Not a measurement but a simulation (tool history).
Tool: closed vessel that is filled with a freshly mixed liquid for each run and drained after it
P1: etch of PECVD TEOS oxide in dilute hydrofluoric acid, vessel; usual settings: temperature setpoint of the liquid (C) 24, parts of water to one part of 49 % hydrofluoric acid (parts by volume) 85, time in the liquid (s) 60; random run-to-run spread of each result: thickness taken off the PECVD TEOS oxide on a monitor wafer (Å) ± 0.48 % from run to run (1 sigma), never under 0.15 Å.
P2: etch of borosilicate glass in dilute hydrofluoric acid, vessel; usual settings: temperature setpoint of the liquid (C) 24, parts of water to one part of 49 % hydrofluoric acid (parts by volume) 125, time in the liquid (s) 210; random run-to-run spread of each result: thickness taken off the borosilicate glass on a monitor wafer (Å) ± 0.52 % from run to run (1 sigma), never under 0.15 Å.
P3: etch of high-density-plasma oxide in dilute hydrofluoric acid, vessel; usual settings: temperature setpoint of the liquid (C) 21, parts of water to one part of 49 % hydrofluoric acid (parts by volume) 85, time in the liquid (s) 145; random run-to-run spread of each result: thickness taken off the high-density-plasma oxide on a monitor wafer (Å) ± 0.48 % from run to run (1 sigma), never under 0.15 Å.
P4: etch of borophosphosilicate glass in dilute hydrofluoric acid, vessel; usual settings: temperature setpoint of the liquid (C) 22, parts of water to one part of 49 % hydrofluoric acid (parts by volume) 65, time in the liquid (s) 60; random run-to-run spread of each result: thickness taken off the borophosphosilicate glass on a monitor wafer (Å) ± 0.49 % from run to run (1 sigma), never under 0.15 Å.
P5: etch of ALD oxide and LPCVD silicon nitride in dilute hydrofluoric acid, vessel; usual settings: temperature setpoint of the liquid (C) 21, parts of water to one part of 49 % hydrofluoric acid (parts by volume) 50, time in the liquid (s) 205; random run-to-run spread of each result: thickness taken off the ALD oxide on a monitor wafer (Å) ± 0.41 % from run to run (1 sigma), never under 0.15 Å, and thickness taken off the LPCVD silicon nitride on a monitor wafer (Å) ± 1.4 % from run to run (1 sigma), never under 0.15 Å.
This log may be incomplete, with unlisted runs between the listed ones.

| run | day | process that ran | temperature setpoint of the liquid (C) | parts of water to one part of 49 % hydrofluoric acid (parts by volume) | time in the liquid (s) | thickness taken off the PECVD TEOS oxide on a monitor wafer (Å) | thickness taken off the high-density-plasma oxide on a monitor wafer (Å) | thickness taken off the borophosphosilicate glass on a monitor wafer (Å) | thickness taken off the borosilicate glass on a monitor wafer (Å) | thickness taken off the ALD oxide on a monitor wafer (Å) | thickness taken off the LPCVD silicon nitride on a monitor wafer (Å) |
|---|---|---|---|---|---|---|---|---|---|---|---|
| 1 | 0.592 | P1 | 24 | 85 | 60 | 153.58 |  |  |  |  |  |
| 2 | 1.142 | P1 | 24 | 30 | 60 | 476.01 |  |  |  |  |  |
| 3 | 1.679 | P1 | 24 | 85 | 60 | 155.79 |  |  |  |  |  |
| 4 | 2.108 | P3 | 21 | 135 | 145 |  | 65.136 |  |  |  |  |
| 5 | 2.446 | P1 | 30.5 | 115 | 60 | 140.6 |  |  |  |  |  |
| 6 | 2.958 | P1 | 24 | 85 | 60 | 155.94 |  |  |  |  |  |
| 7 | 3.525 | P4 | 22 | 65 | 85 |  |  | 1104.7 |  |  |  |
| 8 | 4.112 | P1 | 20 | 85 | 60 | 132.48 |  |  |  |  |  |
| 9 | 4.375 | P1 | 24 | 85 | 60 | 155.37 |  |  |  |  |  |
| 10 | 4.838 | P2 | 24 | 125 | 210 |  |  |  | 368.91 |  |  |
| 11 | 5.338 | P5 | 21 | 30 | 205 |  |  |  |  | 742.14 | 25.097 |
| 12 | 5.942 | P3 | 26 | 85 | 145 |  | 134.33 |  |  |  |  |
| 13 | 6.517 | P2 | 19.5 | 125 | 210 |  |  |  | 306.76 |  |  |
| 14 | 6.996 | P1 | 28 | 140 | 60 | 102.88 |  |  |  |  |  |
| 15 | 7.392 | P2 | 24 | 35 | 210 |  |  |  | 1457.7 |  |  |
| 16 | 7.888 | P4 | 22 | 110 | 60 |  |  | 436.08 |  |  |  |
| 17 | 8.392 | P1 | 24 | 85 | 60 | 155.04 |  |  |  |  |  |
| 18 | 8.7 | P1 | 20 | 30 | 60 | 398.99 |  |  |  |  |  |
| 19 | 9.267 | P5 | 21 | 50 | 205 |  |  |  |  | 435.54 | 14.846 |
| 20 | 9.871 | P1 | 24 | 130 | 60 | 96.341 |  |  |  |  |  |
| 21 | 10.312 | P5 | 21 | 50 | 330 |  |  |  |  | 699.11 | 23.625 |
| 22 | 10.85 | P2 | 24 | 125 | 90 |  |  |  | 159.48 |  |  |
| 23 | 11.35 | P3 | 21 | 85 | 30 |  | 22.45 |  |  |  |  |
| 24 | 11.621 | P1 | 24 | 85 | 60 | 154.17 |  |  |  |  |  |
| 25 | 12.083 | P1 | 24 | 85 | 85 | 220.51 |  |  |  |  |  |
| 26 | 12.525 | P5 | 17 | 50 | 205 |  |  |  |  | 368.71 | 11.807 |
| 27 | 12.992 | P4 | 22 | 65 | 60 |  |  | 776.38 |  |  |  |
| 28 | 13.338 | P4 | 17 | 65 | 60 |  |  | 631.36 |  |  |  |
| 29 | 13.783 | P5 | 21 | 50 | 205 |  |  |  |  | 437.92 | 14.997 |
| 30 | 14.333 | P1 | 24 | 85 | 30 | 77.11 |  |  |  |  |  |
| 31 | 14.692 | P3 | 21 | 85 | 145 |  | 108.71 |  |  |  |  |
| 32 | 15.292 | P1 | 29 | 85 | 60 | 188.93 |  |  |  |  |  |
| 33 | 15.675 | P3 | 21 | 85 | 145 |  | 108.63 |  |  |  |  |
| 34 | 16.188 | P1 | 24 | 85 | 60 | 154.92 |  |  |  |  |  |
| 35 | 16.779 | P1 | 24 | 85 | 60 | 150.98 |  |  |  |  |  |
| 36 | 17.117 | P1 | 24 | 85 | 60 | 148.87 |  |  |  |  |  |
| 37 | 17.475 | P1 | 24 | 85 | 60 | 147.2 |  |  |  |  |  |
| 38 | 17.767 | P1 | 24 | 85 | 60 | 146.38 |  |  |  |  |  |
| 39 | 18.262 | P1 | 24 | 85 | 60 | 145.38 |  |  |  |  |  |
| 40 | 18.746 | P1 | 24 | 85 | 60 | 143.17 |  |  |  |  |  |
| 41 | 19.346 | P1 | 24 | 85 | 60 | 142.39 |  |  |  |  |  |
| 42 | 19.846 | P1 | 24 | 85 | 60 | 142.46 |  |  |  |  |  |
| 43 | 20.121 | P1 | 24 | 85 | 60 | 141.84 |  |  |  |  |  |
| 44 | 20.488 | P1 | 24 | 85 | 60 | 141.29 |  |  |  |  |  |
| 45 | 21.071 | P1 | 24 | 85 | 60 | 141.17 |  |  |  |  |  |

P1 has crept away from where it was. The log is fitted equally well by each of these 2 causes, at the sizes shown:
A: hydrofluoric acid flow below the setpoint (%) = 7.77
B: liquid colder than its thermometer reads (K) = 2.23
The drift started at roughly day 16.188.

4 check runs are offered, each on 3 wafers whose results are averaged, their results left as question marks. Which one tells the causes apart?
| check 1 | 21.654 | P5 | 21 | 50 | 205 |  |  |  |  | ? | ? |
| check 2 | 21.654 | P3 | 21 | 85 | 145 |  | ? |  |  |  |  |
| check 3 | 21.654 | P2 | 24 | 125 | 210 |  |  |  | ? |  |  |
| check 4 | 21.654 | P4 | 22 | 65 | 60 |  |  | ? |  |  |  |

How each check would come out, cause by cause:
| check | result | if A | if B |
|---|---|---|---|
| check 1 | thickness taken off the ALD oxide on a monitor wafer (Å) | 399.1 | 395.61 |
| check 1 | thickness taken off the LPCVD silicon nitride on a monitor wafer (Å) | 13.83 | 12.814 |
| check 2 | thickness taken off the high-density-plasma oxide on a monitor wafer (Å) | 100.19 | 99.857 |
| check 3 | thickness taken off the borosilicate glass on a monitor wafer (Å) | 333.96 | 335.82 |
| check 4 | thickness taken off the borophosphosilicate glass on a monitor wafer (Å) | 713.32 | 709.5 |
Smallest distance between any two causes, each pair judged by its most separating result, in per cent: check 1 7.63 %; check 2 0.34 %; check 3 0.55 %; check 4 0.54 %
Check 1 is the one run that separates the causes; every other check would come out nearly the same whichever cause is at work.

Then check 1 was run and gave: thickness taken off the ALD oxide on a monitor wafer (Å) 393.95; thickness taken off the LPCVD silicon nitride on a monitor wafer (Å) 12.795. Which cause is it?

Of the candidate causes, it is B: liquid colder than its thermometer reads (K).

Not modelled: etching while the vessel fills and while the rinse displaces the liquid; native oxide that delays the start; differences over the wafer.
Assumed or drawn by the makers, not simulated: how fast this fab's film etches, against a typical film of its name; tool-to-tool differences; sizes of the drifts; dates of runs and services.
